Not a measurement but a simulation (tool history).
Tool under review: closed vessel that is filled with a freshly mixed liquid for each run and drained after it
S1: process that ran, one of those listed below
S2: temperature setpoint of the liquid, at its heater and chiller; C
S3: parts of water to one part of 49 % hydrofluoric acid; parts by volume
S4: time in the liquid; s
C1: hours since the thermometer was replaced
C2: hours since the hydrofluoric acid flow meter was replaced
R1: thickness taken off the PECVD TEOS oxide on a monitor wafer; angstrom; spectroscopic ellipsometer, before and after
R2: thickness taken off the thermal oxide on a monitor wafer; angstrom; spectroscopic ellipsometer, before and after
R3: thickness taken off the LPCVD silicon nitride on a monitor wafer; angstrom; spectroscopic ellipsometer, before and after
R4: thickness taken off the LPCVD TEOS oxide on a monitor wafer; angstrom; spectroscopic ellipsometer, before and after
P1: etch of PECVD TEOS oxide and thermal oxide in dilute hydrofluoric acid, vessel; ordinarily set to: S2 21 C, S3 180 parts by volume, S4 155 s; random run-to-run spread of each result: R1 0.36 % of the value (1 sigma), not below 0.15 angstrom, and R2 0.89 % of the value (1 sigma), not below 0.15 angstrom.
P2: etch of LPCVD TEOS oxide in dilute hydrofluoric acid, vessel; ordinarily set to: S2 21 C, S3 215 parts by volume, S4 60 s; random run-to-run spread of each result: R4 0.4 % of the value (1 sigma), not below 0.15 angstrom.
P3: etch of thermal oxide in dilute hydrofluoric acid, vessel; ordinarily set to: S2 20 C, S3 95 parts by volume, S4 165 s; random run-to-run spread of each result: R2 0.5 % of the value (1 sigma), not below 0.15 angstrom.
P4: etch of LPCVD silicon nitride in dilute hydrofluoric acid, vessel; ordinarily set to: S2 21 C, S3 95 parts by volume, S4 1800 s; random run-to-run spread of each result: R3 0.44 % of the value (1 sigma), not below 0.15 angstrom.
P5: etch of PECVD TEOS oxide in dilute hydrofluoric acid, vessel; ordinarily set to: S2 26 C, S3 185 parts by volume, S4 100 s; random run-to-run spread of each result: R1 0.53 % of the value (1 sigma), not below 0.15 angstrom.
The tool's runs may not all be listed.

run,hour,S1,S2,S3,S4,C1,C2,R1,R2,R3,R4
1,4.0,P1,21,180,155,503.7,930.7,109.990,30.6460,,
2,8.5,P1,21,180,155,508.2,935.2,110.520,30.0040,,
3,12.1,P1,21,180,155,511.8,938.8,110.320,29.9850,,
4,16.4,P5,26,185,190,516.1,943.1,183.430,,,
5,21.4,P1,21,180,155,521.1,948.1,110.060,30.6500,,
6,25.2,P4,21,95,1800,524.9,951.9,,,65.766,
7,28.2,P4,29,95,1800,527.9,954.9,,,110.860,
8,32.0,P4,21,95,1800,531.7,958.7,,,65.860,
9,35.2,P1,27,180,155,534.9,961.9,137.490,38.2260,,
10,39.2,P3,26,95,165,538.9,965.9,,86.2100,,
# hour 43.5: hydrofluoric acid flow meter replaced
11,44.0,P3,20,95,165,543.7,0.6,,68.3810,,
12,47.1,P2,21,215,60,546.8,3.7,,,,53.296
13,51.4,P3,20,145,165,551.1,8.0,,42.3840,,
14,53.8,P1,21,80,50,553.5,10.4,88.963,24.7590,,
15,58.4,P4,21,95,2645,558.1,15.0,,,96.495,
16,60.9,P2,21,215,110,560.6,17.5,,,,96.950
17,65.0,P1,21,245,155,564.7,21.6,75.701,20.7050,,
18,68.2,P1,21,60,155,567.9,24.8,378.010,103.2700,,
19,73.1,P2,21,95,60,572.8,29.7,,,,137.430
20,77.4,P5,26,45,100,577.1,34.0,475.770,,,
21,81.3,P5,19,185,100,581.0,37.9,74.850,,,
22,85.0,P1,21,180,245,584.7,41.6,173.460,47.5020,,
23,87.8,P1,21,65,280,587.5,44.4,624.640,170.3800,,
24,90.7,P5,26,185,100,590.4,47.3,96.325,,,
25,94.5,P1,17,180,155,594.2,51.1,94.244,25.9560,,
26,96.9,P5,26,185,100,596.6,53.5,96.954,,,
27,101.1,P4,21,25,1800,600.8,57.7,,,242.660,
28,104.2,P3,20,95,305,603.9,60.8,,125.3600,,
29,107.3,P2,21,215,60,607.0,63.9,,,,53.232
30,110.5,P1,21,180,45,610.2,67.1,32.104,8.7187,,
31,114.1,P3,20,95,165,613.8,70.7,,68.2130,,
32,118.8,P1,21,180,155,618.5,75.4,110.580,30.2670,,
33,122.4,P2,26,215,60,622.1,79.0,,,,64.119
34,124.7,P1,21,180,155,624.4,81.3,110.050,30.6510,,
35,128.8,P1,21,180,155,628.5,85.4,105.320,28.7180,,
36,131.7,P1,21,180,155,631.4,88.3,104.660,29.1130,,
37,134.6,P1,21,180,155,634.3,91.2,103.310,27.8640,,
38,139.5,P1,21,180,155,639.2,96.1,101.760,27.9350,,
39,143.4,P1,21,180,155,643.1,100.0,101.730,27.8110,,
40,146.4,P1,21,180,155,646.1,103.0,100.700,27.9520,,
41,148.9,P1,21,180,155,648.6,105.5,100.910,27.5260,,
42,153.0,P1,21,180,155,652.7,109.6,100.620,27.1150,,

P1 has crept away from where it was. The log is fitted equally well by each of these 2 causes, at the sizes shown:
A: hydrofluoric acid flow below the setpoint (%) = 7.13
B: liquid colder than its thermometer reads (K) = 2.25
The drift started at roughly hour 124.7.

The check runs listed below each take one wafer, and their results are still question marks. Under which run would the listed causes lead to clearly different results?
check 1,157.1,P4,21,95,1800,,,,,?,
check 2,157.1,P5,26,185,100,,,?,,,
check 3,157.1,P3,20,95,165,,,,?,,
check 4,157.1,P2,21,215,60,,,,,,?

Expected result of each check under each candidate cause:
check,result,if A,if B
check 1,R3,61.431,56.635
check 2,R1,88.160,88.768
check 3,R2,62.5950,61.8760
check 4,R4,48.872,49.064
Minimum pairwise separation of causes per check, each pair taken at its best-separating result: check 1 8.13 %; check 2 0.69 %; check 3 1.16 %; check 4 0.39 %
Of the check runs offered, only check 1 discriminates between the causes; the rest would read about the same regardless of which cause applies.

The results of check 1 are: R3 61.459 angstrom. Based on these, which of the listed causes is it?

It was cause A: hydrofluoric acid flow below the setpoint (%).
